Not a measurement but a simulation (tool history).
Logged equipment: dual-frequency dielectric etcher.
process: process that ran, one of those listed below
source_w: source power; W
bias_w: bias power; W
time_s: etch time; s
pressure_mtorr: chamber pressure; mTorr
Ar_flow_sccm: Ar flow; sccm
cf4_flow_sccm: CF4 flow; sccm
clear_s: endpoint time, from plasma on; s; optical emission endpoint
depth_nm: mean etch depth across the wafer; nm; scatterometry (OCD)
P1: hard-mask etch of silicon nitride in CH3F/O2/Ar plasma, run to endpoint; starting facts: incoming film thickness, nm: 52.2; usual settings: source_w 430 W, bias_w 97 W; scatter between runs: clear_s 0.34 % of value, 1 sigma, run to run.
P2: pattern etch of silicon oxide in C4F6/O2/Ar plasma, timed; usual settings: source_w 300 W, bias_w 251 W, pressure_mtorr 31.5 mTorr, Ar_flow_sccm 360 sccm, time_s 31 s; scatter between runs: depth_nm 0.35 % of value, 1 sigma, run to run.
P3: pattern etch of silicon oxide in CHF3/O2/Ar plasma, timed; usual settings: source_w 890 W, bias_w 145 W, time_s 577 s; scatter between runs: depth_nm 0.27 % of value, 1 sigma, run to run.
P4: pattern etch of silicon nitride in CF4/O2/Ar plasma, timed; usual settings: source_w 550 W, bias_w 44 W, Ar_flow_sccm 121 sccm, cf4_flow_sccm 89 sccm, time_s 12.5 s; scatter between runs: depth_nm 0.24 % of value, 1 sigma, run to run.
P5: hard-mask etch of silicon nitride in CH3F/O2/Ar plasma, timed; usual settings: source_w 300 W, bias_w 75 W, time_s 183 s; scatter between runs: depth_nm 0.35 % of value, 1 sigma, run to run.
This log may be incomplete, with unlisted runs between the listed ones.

run	hour	process	source_w	bias_w	time_s	pressure_mtorr	Ar_flow_sccm	cf4_flow_sccm	hours since the last wet clean	hours since the last source power generator calibration	hours since the last bias power generator calibration	clear_s	depth_nm
1	6.2	P1	430	97					137.9	1543.7	1030.9	64.222	
2	11.1	P1	550	97					142.8	1548.6	1035.8	58.576	
3	14	P5	300	56	183				145.7	1551.5	1038.7		109.08
4	19.8	P1	430	97					151.5	1557.3	1044.5	64.152	
5	23.7	P1	430	120					155.4	1561.2	1048.4	59.613	
6	27.8	P3	890	145	577				159.5	1565.3	1052.5		1239.8
7	33.6	P1	330	75					165.3	1571.1	1058.3	77.889	
8	37.3	P3	890	193	577				169	1574.8	1062		1355
9	40.1	P1	430	97					171.8	1577.6	1064.8	64.742	
10	45.6	P2	300	251	31	42.5	360		177.3	1583.1	1070.3		93.425
11	51.1	P2	170	251	31	31.5	360		182.8	1588.6	1075.8		78.165
12	56.5	P4	550	44	12.5		121	119	188.2	1594	1081.2		25.557
13	60.9	P1	430	97					192.6	1598.4	1085.6	64.091	
14	65.6	P2	300	251	31	31.5	452		197.3	1603.1	1090.3		94.347
15	70.5	P4	550	31	12.5		121	89	202.2	1608	1095.2		21.664
# hour 73.2: bias power generator calibrated
16	76.7	P5	300	75	183				208.4	1614.2	3.6		120.65
# hour 80.6: wet clean of the chamber
17	81.7	P2	300	251	21	31.5	360		1.2	1619.2	8.6		64.906
18	85	P1	280	133					4.5	1622.5	11.9	67.271	
19	90.3	P4	360	44	12.5		121	89	9.8	1627.8	17.2		16.935
20	96.2	P4	550	44	8		121	89	15.7	1633.7	23.1		15.696
21	102.4	P3	890	145	718				21.9	1639.9	29.3		1547.5
22	107.7	P5	300	75	247				27.2	1645.2	34.6		162.59
23	111.5	P1	430	62					31	1649	38.4	74.501	
24	115.2	P4	550	44	12.5		121	89	34.7	1652.7	42.1		24.422
25	118.2	P1	340	97					37.7	1655.7	45.1	70.353	
26	122	P2	300	298	31	31.5	360		41.5	1659.5	48.9		102.37
27	125.2	P1	430	97					44.7	1662.7	52.1	64.191	
28	130.6	P1	280	68					50.1	1668.1	57.5	86.505	
29	135.4	P2	300	251	31	31.5	360		54.9	1672.9	62.3		96.434
30	141.3	P4	550	44	12.5		85	89	60.8	1678.8	68.2		25.661
31	145.3	P5	180	75	183				64.8	1682.8	72.2		99.375
32	149	P3	890	145	577				68.5	1686.5	75.9		1243.6
33	154	P3	1190	145	577				73.5	1691.5	80.9		1391.8
34	160.1	P1	430	97					79.6	1697.6	87	64.029	
35	165.6	P1	430	97					85.1	1703.1	92.5	63.549	
36	168.8	P1	430	97					88.3	1706.3	95.7	63.525	
37	172.7	P1	430	97					92.2	1710.2	99.6	63.258	
38	176.2	P1	430	97					95.7	1713.7	103.1	63.17	
# hour 177.8: wet clean of the chamber
39	180.7	P1	430	97					2.9	1718.2	107.6	63.073	
40	183.7	P1	430	97					5.9	1721.2	110.6	63.085	

P1 no longer gives what it gave before; its output has crept away from where it was. The following 2 causes, each at its listed size, fit the log equally well:
A: bias power that arrives over what is set, % = 4.72
B: source power that arrives over what is set, % = 4.61
Creep in the process output first set in at about hour 160.1.
Ruled out, with reasons:
chamber walls in a state that raises the etch rate, %: work on it at hour 177.8, done after the drift set in, did not restore what the process gave before

4 check runs are offered, one wafer each, their results left as question marks. Which one tells the causes apart?
check 1	186.7	P4	550	44	12.5		121	104					?
check 2	186.7	P2	300	294	31	31.5	447						?
check 3	186.7	P3	1140	145	577								?
check 4	186.7	P5	180	75	183								?

How each check would come out, cause by cause:
check	result	if A	if B
check 1	depth_nm	25.461	26.034
check 2	depth_nm	100.95	101.01
check 3	depth_nm	1384.3	1389.3
check 4	depth_nm	101.4	101.38
Per-check spread between the two closest causes, in the result where they differ most: check 1 2.23 %; check 2 0.06 %; check 3 0.36 %; check 4 0.02 %
Check 1 is the one run that separates the causes; every other check would come out nearly the same whichever cause is at work.

Check 1 was carried out, with these results: depth_nm 25.45 nm. Which of the listed causes is responsible?

The correct cause is A, namely: bias power that arrives over what is set, %.
